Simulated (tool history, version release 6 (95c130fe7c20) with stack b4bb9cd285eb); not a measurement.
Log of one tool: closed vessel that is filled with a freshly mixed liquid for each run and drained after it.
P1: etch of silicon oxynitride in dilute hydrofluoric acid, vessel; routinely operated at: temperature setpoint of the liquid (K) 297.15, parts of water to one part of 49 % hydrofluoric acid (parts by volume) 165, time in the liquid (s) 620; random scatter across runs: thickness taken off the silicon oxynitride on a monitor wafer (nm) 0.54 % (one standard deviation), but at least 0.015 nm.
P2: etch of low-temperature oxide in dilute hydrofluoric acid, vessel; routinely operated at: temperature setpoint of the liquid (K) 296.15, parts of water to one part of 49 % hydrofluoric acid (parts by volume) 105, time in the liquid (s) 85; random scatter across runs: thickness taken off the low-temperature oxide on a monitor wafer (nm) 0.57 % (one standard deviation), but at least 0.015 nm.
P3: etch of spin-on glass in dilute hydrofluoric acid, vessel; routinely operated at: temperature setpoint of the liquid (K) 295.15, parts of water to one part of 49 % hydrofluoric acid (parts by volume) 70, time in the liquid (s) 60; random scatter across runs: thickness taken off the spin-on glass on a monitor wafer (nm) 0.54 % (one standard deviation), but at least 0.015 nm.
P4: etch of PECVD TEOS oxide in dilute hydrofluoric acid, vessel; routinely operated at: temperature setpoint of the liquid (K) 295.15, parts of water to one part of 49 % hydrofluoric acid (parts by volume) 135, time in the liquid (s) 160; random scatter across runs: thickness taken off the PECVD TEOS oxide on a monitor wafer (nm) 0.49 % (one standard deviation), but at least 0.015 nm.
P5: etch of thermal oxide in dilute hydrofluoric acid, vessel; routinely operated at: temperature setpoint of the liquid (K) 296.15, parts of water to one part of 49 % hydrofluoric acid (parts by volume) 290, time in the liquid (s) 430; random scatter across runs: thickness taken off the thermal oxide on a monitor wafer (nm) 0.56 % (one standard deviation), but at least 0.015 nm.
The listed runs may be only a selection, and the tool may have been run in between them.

run    day  process that ran  temperature setpoint of the liquid (K)  parts of water to one part of 49 % hydrofluoric acid (parts by volume)  time in the liquid (s)  hours since the thermometer was replaced  hours since the hydrofluoric acid flow meter was replaced  thickness taken off the silicon oxynitride on a monitor wafer (nm)  thickness taken off the low-temperature oxide on a monitor wafer (nm)  thickness taken off the PECVD TEOS oxide on a monitor wafer (nm)  thickness taken off the thermal oxide on a monitor wafer (nm)  thickness taken off the spin-on glass on a monitor wafer (nm)
  1  0.179                P1                                  297.15                                                                     165                     620                                     715.7                                                      512.5                                                             5.86190
  2  0.338                P1                                  297.15                                                                     165                     620                                     719.5                                                      516.3                                                             5.85030
  3  0.425                P2                                  296.15                                                                     105                      30                                     721.6                                                      518.4                                                                                                                                     3.7195
  4  0.596                P4                                  295.15                                                                      25                     160                                     725.7                                                      522.5                                                                                                                                                                                                      105.280
  5  0.692                P5                                  296.15                                                                     290                     845                                     728.0                                                      524.8                                                                                                                                                                                                                                                                     10.7520
  6  0.796                P4                                  291.65                                                                     135                     160                                     730.5                                                      527.3                                                                                                                                                                                                       15.122
  7  0.942                P4                                  295.15                                                                     135                     160                                     734.0                                                      530.8                                                                                                                                                                                                       17.299
  8  1.038                P4                                  295.15                                                                     135                     160                                     736.3                                                      533.1                                                                                                                                                                                                       17.080
  9  1.171                P5                                  296.15                                                                     290                     430                                     739.5                                                      536.3                                                                                                                                                                                                                                                                      5.4680
 10  1.300                P1                                  297.15                                                                      90                     620                                     742.6                                                      539.4                                                            11.32200
 11  1.425                P3                                  290.15                                                                      70                      60                                     745.6                                                      542.4                                                                                                                                                                                                                                                                                                                                     30.193
 12  1.562                P4                                  295.15                                                                     135                     315                                     748.9                                                      545.7                                                                                                                                                                                                       33.896
 13  1.717                P3                                  295.15                                                                      70                      60                                     752.6                                                      549.4                                                                                                                                                                                                                                                                                                                                     37.869
 14  1.875                P1                                  297.15                                                                      40                      50                                     756.4                                                      553.2                                                             2.15750
 15  1.983                P1                                  297.15                                                                     165                      30                                     759.0                                                      555.8                                                             0.32138
 16  2.133                P3                                  295.15                                                                      70                      95                                     762.6                                                      559.4                                                                                                                                                                                                                                                                                                                                     59.545
 17  2.262                P1                                  303.65                                                                     220                     620                                     765.7                                                      562.5                                                             5.51150
 18  2.442                P1                                  297.15                                                                     165                     620                                     770.0                                                      566.8                                                             5.80790
 19  2.604                P1                                  297.15                                                                     165                     620                                     773.9                                                      570.7                                                             5.81460
 20  2.733                P2                                  290.15                                                                     105                      85                                     777.0                                                      573.8                                                                                                                                     8.1448
 21  2.838                P3                                  295.15                                                                     115                      60                                     779.5                                                      576.3                                                                                                                                                                                                                                                                                                                                     21.550
 22  2.971                P1                                  297.15                                                                     255                     620                                     782.7                                                      579.5                                                             3.54190
 23  3.117                P5                                  296.15                                                                     290                     430                                     786.2                                                      583.0                                                                                                                                                                                                                                                                      5.4683
 24  3.300                P2                                  296.15                                                                     105                      85                                     790.6                                                      587.4                                                                                                                                    10.5030
 25  3.458                P1                                  297.15                                                                     165                    1015                                     794.4                                                      591.2                                                             9.55380
 26  3.562                P5                                  290.15                                                                     290                     430                                     796.9                                                      593.7                                                                                                                                                                                                                                                                      4.3780
 27  3.733                P5                                  296.15                                                                     505                     430                                     801.0                                                      597.8                                                                                                                                                                                                                                                                      2.5823
 28  3.858                P1                                  297.15                                                                     165                     620                                     804.0                                                      600.8                                                             5.84000
 29  3.962                P1                                  297.15                                                                     165                     620                                     806.5                                                      603.3                                                             5.86450
 30  4.088                P1                                  293.15                                                                     165                     620                                     809.5                                                      606.3                                                             4.83940
 31  4.200                P1                                  305.15                                                                     165                     620                                     812.2                                                      609.0                                                             8.24770
 32  4.308                P2                                  296.15                                                                     180                      85                                     814.8                                                      611.6                                                                                                                                     5.6712
 33  4.450                P1                                  297.15                                                                     165                     620                                     818.2                                                      615.0                                                             5.78100
 34  4.625                P1                                  297.15                                                                     165                     620                                     822.4                                                      619.2                                                             5.84400
 35  4.758                P1                                  297.15                                                                     165                     620                                     825.6                                                      622.4                                                             5.61330
 36  4.933                P1                                  297.15                                                                     165                     620                                     829.8                                                      626.6                                                             5.44260
 37  5.083                P1                                  297.15                                                                     165                     620                                     833.4                                                      630.2                                                             5.39660
 38  5.188                P1                                  297.15                                                                     165                     620                                     835.9                                                      632.7                                                             5.40090
 39  5.288                P1                                  297.15                                                                     165                     620                                     838.3                                                      635.1                                                             5.32740
 40  5.467                P1                                  297.15                                                                     165                     620                                     842.6                                                      639.4                                                             5.25540
 41  5.588                P1                                  297.15                                                                     165                     620                                     845.5                                                      642.3                                                             5.24230
 42  5.725                P1                                  297.15                                                                     165                     620                                     848.8                                                      645.6                                                             5.30840
 43  5.871                P1                                  297.15                                                                     165                     620                                     852.3                                                      649.1                                                             5.28300
 44  6.033                P1                                  297.15                                                                     165                     620                                     856.2                                                      653.0                                                             5.22370

The output of P1 has drifted from where it used to be. Each of the 2 causes below, taken at the size shown beside it, accounts for the log equally well:
A: liquid colder than its thermometer reads (K) = 2.38
B: hydrofluoric acid flow below the setpoint (%) = 9.19
The drift started at roughly day 4.625.

Which of the 4 check runs listed below, each an average over 2 wafers with its results shown as question marks, gives clearly different results under the different listed causes?
check 1  6.196                P3                                  290.15                                                                      70                      60                                                                                                                                                                                                                                                                                                                                                                                                                                               ?
check 2  6.196                P4                                  295.15                                                                      70                     265                                                                                                                                                                                                                                                                                                                 ?
check 3  6.196                P2                                  292.65                                                                     105                      85                                                                                                                                                                                                                                               ?
check 4  6.196                P5                                  296.15                                                                     290                     685                                                                                                                                                                                                                                                                                                                                                                                ?

Outcome of each check run for each possible cause:
  check                                                                 result    if A    if B
check 1          thickness taken off the spin-on glass on a monitor wafer (nm)  27.457  27.436
check 2       thickness taken off the PECVD TEOS oxide on a monitor wafer (nm)  53.709  53.390
check 3  thickness taken off the low-temperature oxide on a monitor wafer (nm)  8.3198  8.2449
check 4          thickness taken off the thermal oxide on a monitor wafer (nm)  7.9571  7.6542
Separation of the two closest causes in each check, using whichever result separates them best: check 1 0.08 %; check 2 0.6 %; check 3 0.9 %; check 4 3.88 %
Only check 4 tells the causes apart: in the others they would give nearly the same result.

Here is what check 4 returned: thickness taken off the thermal oxide on a monitor wafer (nm) 7.5979. Which cause is it?

The correct cause is B, namely: hydrofluoric acid flow below the setpoint (%).
